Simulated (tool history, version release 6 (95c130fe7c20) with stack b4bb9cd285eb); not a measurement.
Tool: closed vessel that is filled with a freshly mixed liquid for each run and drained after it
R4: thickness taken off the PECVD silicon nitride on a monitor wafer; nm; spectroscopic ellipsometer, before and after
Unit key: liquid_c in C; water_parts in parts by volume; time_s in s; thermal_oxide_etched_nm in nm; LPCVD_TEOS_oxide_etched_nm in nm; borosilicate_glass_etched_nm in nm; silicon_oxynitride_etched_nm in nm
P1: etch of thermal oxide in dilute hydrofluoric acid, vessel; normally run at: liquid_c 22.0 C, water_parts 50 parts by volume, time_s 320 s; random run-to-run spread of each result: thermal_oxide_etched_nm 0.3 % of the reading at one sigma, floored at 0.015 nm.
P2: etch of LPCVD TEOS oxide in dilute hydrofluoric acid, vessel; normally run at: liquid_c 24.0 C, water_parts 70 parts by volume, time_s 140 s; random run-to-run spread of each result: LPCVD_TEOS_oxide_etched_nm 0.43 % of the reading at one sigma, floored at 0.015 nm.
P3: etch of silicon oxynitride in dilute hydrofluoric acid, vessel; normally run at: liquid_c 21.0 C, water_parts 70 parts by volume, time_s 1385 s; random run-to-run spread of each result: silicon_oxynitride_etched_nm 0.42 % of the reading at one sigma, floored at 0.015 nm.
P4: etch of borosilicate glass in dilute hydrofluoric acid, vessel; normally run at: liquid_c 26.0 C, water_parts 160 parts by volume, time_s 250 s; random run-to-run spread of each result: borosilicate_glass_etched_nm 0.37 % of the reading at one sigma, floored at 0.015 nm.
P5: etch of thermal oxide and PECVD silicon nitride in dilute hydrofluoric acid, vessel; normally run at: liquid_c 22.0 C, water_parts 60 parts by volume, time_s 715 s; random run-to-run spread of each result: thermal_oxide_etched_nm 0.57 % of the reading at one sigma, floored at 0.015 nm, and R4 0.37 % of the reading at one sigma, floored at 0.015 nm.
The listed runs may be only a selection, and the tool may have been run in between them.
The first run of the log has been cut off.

run 2 day=0.671 | process=P1 liquid_c=22.0 water_parts=20 time_s=320 | thermal_oxide_etched_nm=78.355
run 3 day=1.104 | process=P1 liquid_c=22.0 water_parts=50 time_s=320 | thermal_oxide_etched_nm=30.248
run 4 day=1.567 | process=P2 liquid_c=24.0 water_parts=20 time_s=140 | LPCVD_TEOS_oxide_etched_nm=212.510
run 5 day=1.979 | process=P1 liquid_c=22.0 water_parts=50 time_s=320 | thermal_oxide_etched_nm=30.194
run 6 day=2.325 | process=P4 liquid_c=30.5 water_parts=160 time_s=250 | borosilicate_glass_etched_nm=60.367
run 7 day=2.696 | process=P5 liquid_c=18.0 water_parts=60 time_s=715 | thermal_oxide_etched_nm=50.491 R4=13.295
run 8 day=2.904 | process=P3 liquid_c=21.0 water_parts=70 time_s=1385 | silicon_oxynitride_etched_nm=31.738
run 9 day=3.138 | process=P2 liquid_c=24.0 water_parts=70 time_s=30 | LPCVD_TEOS_oxide_etched_nm=12.093
run 10 day=3.592 | process=P3 liquid_c=29.0 water_parts=70 time_s=1385 | silicon_oxynitride_etched_nm=46.168
run 11 day=3.829 | process=P2 liquid_c=29.5 water_parts=70 time_s=140 | LPCVD_TEOS_oxide_etched_nm=70.947
run 12 day=4.133 | process=P5 liquid_c=22.0 water_parts=60 time_s=715 | thermal_oxide_etched_nm=59.294 R4=17.523
run 13 day=4.600 | process=P1 liquid_c=22.0 water_parts=50 time_s=320 | thermal_oxide_etched_nm=30.102
-- day=4.696 hydrofluoric acid flow meter replaced
run 14 day=4.946 | process=P3 liquid_c=21.0 water_parts=70 time_s=1385 | silicon_oxynitride_etched_nm=31.615
run 15 day=5.400 | process=P1 liquid_c=22.0 water_parts=50 time_s=515 | thermal_oxide_etched_nm=48.375
run 16 day=5.758 | process=P1 liquid_c=17.5 water_parts=50 time_s=320 | thermal_oxide_etched_nm=24.908
run 17 day=6.217 | process=P4 liquid_c=26.0 water_parts=30 time_s=250 | borosilicate_glass_etched_nm=324.990
run 18 day=6.688 | process=P1 liquid_c=22.0 water_parts=90 time_s=600 | thermal_oxide_etched_nm=29.950
run 19 day=7.021 | process=P1 liquid_c=22.0 water_parts=30 time_s=570 | thermal_oxide_etched_nm=91.549
run 20 day=7.292 | process=P3 liquid_c=21.0 water_parts=20 time_s=1385 | silicon_oxynitride_etched_nm=114.410
run 21 day=7.629 | process=P3 liquid_c=21.0 water_parts=70 time_s=2555 | silicon_oxynitride_etched_nm=58.400
run 22 day=7.967 | process=P4 liquid_c=26.0 water_parts=160 time_s=250 | borosilicate_glass_etched_nm=51.437
run 23 day=8.367 | process=P4 liquid_c=26.0 water_parts=160 time_s=250 | borosilicate_glass_etched_nm=51.280
run 24 day=8.721 | process=P2 liquid_c=24.0 water_parts=70 time_s=140 | LPCVD_TEOS_oxide_etched_nm=56.458
run 25 day=9.150 | process=P5 liquid_c=22.0 water_parts=60 time_s=1330 | thermal_oxide_etched_nm=110.330 R4=32.528
-- day=9.433 thermometer replaced
run 26 day=9.542 | process=P5 liquid_c=22.0 water_parts=20 time_s=715 | thermal_oxide_etched_nm=186.590 R4=50.815

Run 27 comes next. What will it give?
run 27 day=9.912 | process=P1 liquid_c=22.0 water_parts=70 time_s=320 | thermal_oxide_etched_nm=?

{"run 27": {"thermal_oxide_etched_nm": 21.007}}
